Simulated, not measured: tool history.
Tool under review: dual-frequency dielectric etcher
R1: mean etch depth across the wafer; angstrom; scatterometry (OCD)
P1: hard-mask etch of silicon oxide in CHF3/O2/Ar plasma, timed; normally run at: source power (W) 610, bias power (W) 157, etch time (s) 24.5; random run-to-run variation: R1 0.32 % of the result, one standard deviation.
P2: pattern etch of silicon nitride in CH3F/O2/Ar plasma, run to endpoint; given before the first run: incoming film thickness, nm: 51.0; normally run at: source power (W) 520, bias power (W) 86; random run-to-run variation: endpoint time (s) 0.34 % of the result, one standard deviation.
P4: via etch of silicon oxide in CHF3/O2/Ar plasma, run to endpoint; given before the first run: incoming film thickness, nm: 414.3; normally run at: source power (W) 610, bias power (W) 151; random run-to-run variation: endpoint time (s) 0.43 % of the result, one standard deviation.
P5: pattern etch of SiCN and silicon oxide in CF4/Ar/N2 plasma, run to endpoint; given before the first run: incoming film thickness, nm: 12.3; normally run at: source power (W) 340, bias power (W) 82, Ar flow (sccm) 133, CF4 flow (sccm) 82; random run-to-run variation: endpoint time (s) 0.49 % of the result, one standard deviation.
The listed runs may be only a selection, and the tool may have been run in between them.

{"run": 1, "hour": 9.7, "process that ran": "P1", "source power (W)": 610, "bias power (W)": 157, "etch time (s)": 24.5, "R1": 462.05}
{"run": 2, "hour": 19.0, "process that ran": "P1", "source power (W)": 610, "bias power (W)": 157, "etch time (s)": 24.5, "R1": 460.24}
{"run": 3, "hour": 24.8, "process that ran": "P4", "source power (W)": 610, "bias power (W)": 151, "endpoint time (s)": 216.5}
{"run": 4, "hour": 33.4, "process that ran": "P1", "source power (W)": 610, "bias power (W)": 222, "etch time (s)": 24.5, "R1": 518.32}
{"run": 5, "hour": 42.9, "process that ran": "P1", "source power (W)": 610, "bias power (W)": 157, "etch time (s)": 24.5, "R1": 461.23}
{"run": 6, "hour": 50.1, "process that ran": "P5", "source power (W)": 430, "bias power (W)": 82, "Ar flow (sccm)": 133, "CF4 flow (sccm)": 82, "endpoint time (s)": 14.366}
{"run": 7, "hour": 56.6, "process that ran": "P2", "source power (W)": 520, "bias power (W)": 86, "endpoint time (s)": 65.509}
{"run": 8, "hour": 66.4, "process that ran": "P5", "source power (W)": 340, "bias power (W)": 82, "Ar flow (sccm)": 133, "CF4 flow (sccm)": 112, "endpoint time (s)": 16.763}
{"run": 9, "hour": 73.3, "process that ran": "P1", "source power (W)": 460, "bias power (W)": 157, "etch time (s)": 24.5, "R1": 414.14}
{"run": 10, "hour": 80.9, "process that ran": "P4", "source power (W)": 810, "bias power (W)": 151, "endpoint time (s)": 192.06}
{"run": 11, "hour": 88.9, "process that ran": "P1", "source power (W)": 610, "bias power (W)": 157, "etch time (s)": 24.5, "R1": 462.46}
{"run": 12, "hour": 97.2, "process that ran": "P2", "source power (W)": 520, "bias power (W)": 119, "endpoint time (s)": 58.162}
{"run": 13, "hour": 101.9, "process that ran": "P1", "source power (W)": 760, "bias power (W)": 157, "etch time (s)": 24.5, "R1": 501.99}
{"run": 14, "hour": 109.7, "process that ran": "P5", "source power (W)": 340, "bias power (W)": 82, "Ar flow (sccm)": 81, "CF4 flow (sccm)": 82, "endpoint time (s)": 16.456}
{"run": 15, "hour": 115.2, "process that ran": "P1", "source power (W)": 610, "bias power (W)": 157, "etch time (s)": 18.5, "R1": 348.37}
{"run": 16, "hour": 121.3, "process that ran": "P4", "source power (W)": 610, "bias power (W)": 99, "endpoint time (s)": 244.44}

What does the tool deliver on the next run?
{"run": 17, "hour": 128.6, "process that ran": "P1", "source power (W)": 610, "bias power (W)": 214, "etch time (s)": 31.5, "R1": "?"}

Run 17 measured R1 659.25 angstrom.
